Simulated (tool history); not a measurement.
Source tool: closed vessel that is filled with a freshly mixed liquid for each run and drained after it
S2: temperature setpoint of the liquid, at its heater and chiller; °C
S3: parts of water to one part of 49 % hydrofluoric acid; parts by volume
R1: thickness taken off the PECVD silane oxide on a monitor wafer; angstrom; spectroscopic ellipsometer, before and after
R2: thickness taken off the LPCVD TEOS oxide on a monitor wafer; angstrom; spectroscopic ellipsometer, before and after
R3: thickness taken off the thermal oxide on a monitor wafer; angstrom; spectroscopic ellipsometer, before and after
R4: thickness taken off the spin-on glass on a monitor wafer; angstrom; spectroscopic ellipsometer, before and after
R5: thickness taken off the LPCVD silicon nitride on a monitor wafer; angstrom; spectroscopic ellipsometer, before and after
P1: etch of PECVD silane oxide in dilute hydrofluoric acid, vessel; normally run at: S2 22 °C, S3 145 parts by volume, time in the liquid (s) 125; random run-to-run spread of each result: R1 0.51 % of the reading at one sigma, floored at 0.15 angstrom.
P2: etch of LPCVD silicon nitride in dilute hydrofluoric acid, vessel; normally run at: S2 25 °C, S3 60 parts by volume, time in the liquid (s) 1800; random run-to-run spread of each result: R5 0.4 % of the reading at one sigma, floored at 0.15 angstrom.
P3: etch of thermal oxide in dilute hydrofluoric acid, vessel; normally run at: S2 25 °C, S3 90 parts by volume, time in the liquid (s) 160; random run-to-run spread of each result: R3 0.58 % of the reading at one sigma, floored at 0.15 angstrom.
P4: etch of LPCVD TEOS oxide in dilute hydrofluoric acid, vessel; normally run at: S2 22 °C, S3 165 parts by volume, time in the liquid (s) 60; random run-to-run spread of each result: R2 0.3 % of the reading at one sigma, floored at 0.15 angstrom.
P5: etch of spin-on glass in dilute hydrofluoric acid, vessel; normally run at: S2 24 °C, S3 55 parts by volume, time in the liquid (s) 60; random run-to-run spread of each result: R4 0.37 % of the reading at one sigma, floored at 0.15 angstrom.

Run 1, day 0.371: process that ran P1, S2 22 °C, S3 145 parts by volume, time in the liquid (s) 125. Result: R1 221.21 angstrom.
Run 2, day 0.838: process that ran P4, S2 22 °C, S3 35 parts by volume, time in the liquid (s) 60. Result: R2 935.01 angstrom.
Run 3, day 1.462: process that ran P3, S2 25 °C, S3 90 parts by volume, time in the liquid (s) 160. Result: R3 88.364 angstrom.
Run 4, day 1.933: process that ran P1, S2 29.5 °C, S3 145 parts by volume, time in the liquid (s) 125. Result: R1 293.96 angstrom.
Run 5, day 2.65: process that ran P1, S2 22 °C, S3 90 parts by volume, time in the liquid (s) 125. Result: R1 379.77 angstrom.
Run 6, day 3.308: process that ran P5, S2 24 °C, S3 55 parts by volume, time in the liquid (s) 60. Result: R4 509.98 angstrom.
Run 7, day 3.888: process that ran P4, S2 22 °C, S3 165 parts by volume, time in the liquid (s) 60. Result: R2 170.71 angstrom.
Run 8, day 4.604: process that ran P5, S2 24 °C, S3 30 parts by volume, time in the liquid (s) 60. Result: R4 973.57 angstrom.
Run 9, day 5.2: process that ran P5, S2 24 °C, S3 55 parts by volume, time in the liquid (s) 60. Result: R4 508.38 angstrom.
Run 10, day 5.562: process that ran P5, S2 24 °C, S3 55 parts by volume, time in the liquid (s) 95. Result: R4 809.48 angstrom.
Run 11, day 6.242: process that ran P4, S2 22 °C, S3 165 parts by volume, time in the liquid (s) 30. Result: R2 85.19 angstrom.
Run 12, day 6.588: process that ran P3, S2 17.5 °C, S3 90 parts by volume, time in the liquid (s) 160. Result: R3 64.265 angstrom.
Run 13, day 7.088: process that ran P1, S2 22 °C, S3 230 parts by volume, time in the liquid (s) 125. Result: R1 127.86 angstrom.
Run 14, day 7.592: process that ran P1, S2 22 °C, S3 145 parts by volume, time in the liquid (s) 30. Result: R1 52.7 angstrom.
Run 15, day 7.967: process that ran P2, S2 25 °C, S3 60 parts by volume, time in the liquid (s) 1800. Result: R5 169.16 angstrom.
Run 16, day 8.517: process that ran P1, S2 28.5 °C, S3 145 parts by volume, time in the liquid (s) 30. Result: R1 67.563 angstrom.
Run 17, day 8.862: process that ran P4, S2 17 °C, S3 165 parts by volume, time in the liquid (s) 60. Result: R2 139.93 angstrom.
Run 18, day 9.325: process that ran P5, S2 29 °C, S3 55 parts by volume, time in the liquid (s) 60. Result: R4 626.18 angstrom.
Run 19, day 9.733: process that ran P3, S2 25 °C, S3 155 parts by volume, time in the liquid (s) 160. Result: R3 47.5 angstrom.
Run 20, day 10.204: process that ran P1, S2 22 °C, S3 145 parts by volume, time in the liquid (s) 125. Result: R1 220.66 angstrom.

The next listed run, before its measurement:
Run 21, day 10.658: process that ran P1, S2 22 °C, S3 145 parts by volume, time in the liquid (s) 125. Result: R1 ?.

R1: 222.44 angstrom

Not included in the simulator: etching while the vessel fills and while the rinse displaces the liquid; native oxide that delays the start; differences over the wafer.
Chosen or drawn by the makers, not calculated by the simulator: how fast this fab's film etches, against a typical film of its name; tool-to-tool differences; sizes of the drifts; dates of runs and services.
